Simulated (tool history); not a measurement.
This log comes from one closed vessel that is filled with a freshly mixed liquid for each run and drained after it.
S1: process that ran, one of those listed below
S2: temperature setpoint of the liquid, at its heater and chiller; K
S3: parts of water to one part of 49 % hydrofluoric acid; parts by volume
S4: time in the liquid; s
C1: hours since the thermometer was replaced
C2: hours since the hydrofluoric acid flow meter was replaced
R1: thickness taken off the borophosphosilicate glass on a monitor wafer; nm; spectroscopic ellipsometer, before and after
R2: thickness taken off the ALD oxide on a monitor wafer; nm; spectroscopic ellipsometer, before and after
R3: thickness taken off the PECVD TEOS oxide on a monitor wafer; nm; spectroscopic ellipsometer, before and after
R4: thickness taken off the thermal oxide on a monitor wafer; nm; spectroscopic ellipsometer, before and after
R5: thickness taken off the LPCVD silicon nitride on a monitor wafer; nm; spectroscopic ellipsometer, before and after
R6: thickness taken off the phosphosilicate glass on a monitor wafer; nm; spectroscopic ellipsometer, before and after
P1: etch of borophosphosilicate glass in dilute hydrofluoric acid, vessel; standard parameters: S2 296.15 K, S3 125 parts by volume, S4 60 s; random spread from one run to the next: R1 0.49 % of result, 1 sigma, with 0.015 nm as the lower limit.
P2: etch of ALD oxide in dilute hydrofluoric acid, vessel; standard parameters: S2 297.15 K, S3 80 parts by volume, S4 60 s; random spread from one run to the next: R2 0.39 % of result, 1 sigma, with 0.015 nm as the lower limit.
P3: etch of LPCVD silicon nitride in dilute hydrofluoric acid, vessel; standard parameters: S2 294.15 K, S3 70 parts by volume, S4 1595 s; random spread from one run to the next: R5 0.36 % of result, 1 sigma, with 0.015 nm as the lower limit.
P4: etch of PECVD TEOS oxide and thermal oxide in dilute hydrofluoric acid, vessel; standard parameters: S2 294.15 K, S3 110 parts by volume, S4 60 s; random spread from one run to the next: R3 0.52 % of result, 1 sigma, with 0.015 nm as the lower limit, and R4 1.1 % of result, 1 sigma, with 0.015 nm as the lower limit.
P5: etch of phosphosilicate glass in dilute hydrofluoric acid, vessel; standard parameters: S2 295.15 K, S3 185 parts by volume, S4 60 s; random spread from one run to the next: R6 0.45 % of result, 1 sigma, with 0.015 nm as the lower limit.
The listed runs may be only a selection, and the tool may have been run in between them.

run 1 day=0.175 | S1=P1 S2=296.15 S3=125 S4=60 | C1=233.2 C2=342.1 | R1=15.329
run 2 day=0.375 | S1=P2 S2=297.15 S3=135 S4=60 | C1=238 C2=346.9 | R2=4.0974
run 3 day=0.512 | S1=P1 S2=290.15 S3=125 S4=60 | C1=241.3 C2=350.2 | R1=12.147
run 4 day=0.667 | S1=P1 S2=296.15 S3=125 S4=60 | C1=245 C2=353.9 | R1=15.375
run 5 day=0.804 | S1=P1 S2=301.15 S3=125 S4=60 | C1=248.3 C2=357.2 | R1=18.678
run 6 day=0.933 | S1=P1 S2=296.15 S3=55 S4=60 | C1=251.4 C2=360.3 | R1=38.172
run 7 day=1.108 | S1=P1 S2=290.15 S3=125 S4=85 | C1=255.6 C2=364.5 | R1=17.003
run 8 day=1.317 | S1=P4 S2=294.15 S3=110 S4=60 | C1=260.6 C2=369.5 | R3=6.8711 R4=2.2686
run 9 day=1.508 | S1=P3 S2=301.15 S3=70 S4=1595 | C1=265.2 C2=374.1 | R5=12.906
run 10 day=1.654 | S1=P2 S2=301.65 S3=80 S4=60 | C1=268.7 C2=377.6 | R2=8.9023
run 11 day=1.758 | S1=P1 S2=296.15 S3=125 S4=100 | C1=271.2 C2=380.1 | R1=25.734
run 12 day=1.946 | S1=P1 S2=296.15 S3=125 S4=30 | C1=275.7 C2=384.6 | R1=7.6734
run 13 day=2.058 | S1=P1 S2=296.15 S3=125 S4=60 | C1=278.4 C2=387.3 | R1=15.391
run 14 day=2.162 | S1=P2 S2=297.15 S3=80 S4=95 | C1=280.9 C2=389.8 | R2=11.723
run 15 day=2.4 | S1=P5 S2=295.15 S3=335 S4=60 | C1=286.6 C2=395.5 | R6=25.963
run 16 day=2.592 | S1=P5 S2=295.15 S3=185 S4=60 | C1=291.2 C2=400.1 | R6=53.967
run 17 day=2.771 | S1=P1 S2=296.15 S3=185 S4=60 | C1=295.5 C2=404.4 | R1=9.7397
run 18 day=2.9 | S1=P1 S2=296.15 S3=55 S4=30 | C1=298.6 C2=407.5 | R1=19.127
run 19 day=3.125 | S1=P4 S2=294.15 S3=175 S4=60 | C1=304 C2=412.9 | R3=4.0787 R4=1.3763
run 20 day=3.296 | S1=P1 S2=296.15 S3=125 S4=60 | C1=308.1 C2=417 | R1=15.472
run 21 day=3.496 | S1=P3 S2=294.15 S3=110 S4=1595 | C1=312.9 C2=421.8 | R5=5.2173
run 22 day=3.675 | S1=P5 S2=291.15 S3=185 S4=60 | C1=317.2 C2=426.1 | R6=45.972
run 23 day=3.85 | S1=P4 S2=294.15 S3=110 S4=30 | C1=321.4 C2=430.3 | R3=3.4363 R4=1.1793
run 24 day=3.983 | S1=P5 S2=295.15 S3=185 S4=100 | C1=324.6 C2=433.5 | R6=89.324
run 25 day=4.117 | S1=P5 S2=295.15 S3=185 S4=60 | C1=327.8 C2=436.7 | R6=53.988
run 26 day=4.321 | S1=P2 S2=297.15 S3=80 S4=60 | C1=332.7 C2=441.6 | R2=7.4345
run 27 day=4.521 | S1=P3 S2=294.15 S3=70 S4=855 | C1=337.5 C2=446.4 | R5=4.3441
run 28 day=4.633 | S1=P1 S2=296.15 S3=125 S4=60 | C1=340.2 C2=449.1 | R1=15.23
run 29 day=4.767 | S1=P1 S2=296.15 S3=125 S4=60 | C1=343.4 C2=452.3 | R1=15.257
run 30 day=4.975 | S1=P3 S2=294.15 S3=70 S4=1595 | C1=348.4 C2=457.3 | R5=8.1467
run 31 day=5.083 | S1=P2 S2=297.15 S3=80 S4=60 | C1=351 C2=459.9 | R2=7.3693
run 32 day=5.317 | S1=P4 S2=290.15 S3=110 S4=60 | C1=356.6 C2=465.5 | R3=5.8952 R4=2.01
run 33 day=5.421 | S1=P1 S2=296.15 S3=125 S4=60 | C1=359.1 C2=468 | R1=15.441
run 34 day=5.617 | S1=P1 S2=296.15 S3=125 S4=60 | C1=363.8 C2=472.7 | R1=14.818
run 35 day=5.783 | S1=P1 S2=296.15 S3=125 S4=60 | C1=367.8 C2=476.7 | R1=14.632
run 36 day=6.017 | S1=P1 S2=296.15 S3=125 S4=60 | C1=373.4 C2=482.3 | R1=14.27
run 37 day=6.229 | S1=P1 S2=296.15 S3=125 S4=60 | C1=378.5 C2=487.4 | R1=14.091
run 38 day=6.454 | S1=P1 S2=296.15 S3=125 S4=60 | C1=383.9 C2=492.8 | R1=14.21
run 39 day=6.592 | S1=P1 S2=296.15 S3=125 S4=60 | C1=387.2 C2=496.1 | R1=14.065
run 40 day=6.704 | S1=P1 S2=296.15 S3=125 S4=60 | C1=389.9 C2=498.8 | R1=14.121
run 41 day=6.879 | S1=P1 S2=296.15 S3=125 S4=60 | C1=394.1 C2=503 | R1=14.051

The log shows P1 creeping away from where it was. Any of the 2 causes listed here, at the size stated for it, fits the log just as well as the others:
A: hydrofluoric acid flow below the setpoint (%) = 7.55
B: liquid colder than its thermometer reads (K) = 2.28
Onset of the creep was near day 5.421.

Of the 4 check runs listed below, each run on one wafer and each result written as a question mark, which would let you distinguish the listed causes because they would give clearly different results?
run check 1 day=7.054 | S1=P3 S2=294.15 S3=70 S4=1595 | R5=?
run check 2 day=7.054 | S1=P4 S2=294.15 S3=110 S4=60 | R3=? R4=?
run check 3 day=7.054 | S1=P2 S2=297.15 S3=80 S4=60 | R2=?
run check 4 day=7.054 | S1=P5 S2=295.15 S3=185 S4=60 | R6=?

If the cause were each of the candidates in turn, the checks would give the following:
check=check_1 result=R5 if_A=7.5105 if_B=6.9298
check=check_2 result=R3 if_A=6.3283 if_B=6.299
check=check_2 result=R4 if_A=2.1594 if_B=2.1494
check=check_3 result=R2 if_A=6.8078 if_B=6.7679
check=check_4 result=R6 if_A=48.988 if_B=49.29
How far apart the two closest causes lie, in the result that separates them most: check 1 8.05 %; check 2 0.46 %; check 3 0.59 %; check 4 0.61 %
Check 1 distinguishes between the causes, while the remaining checks would return nearly the same result for all of them.

Check 1 has now been run. It gave: R5 6.8932 nm. Which of the candidate causes is it?

It was cause B: liquid colder than its thermometer reads (K).

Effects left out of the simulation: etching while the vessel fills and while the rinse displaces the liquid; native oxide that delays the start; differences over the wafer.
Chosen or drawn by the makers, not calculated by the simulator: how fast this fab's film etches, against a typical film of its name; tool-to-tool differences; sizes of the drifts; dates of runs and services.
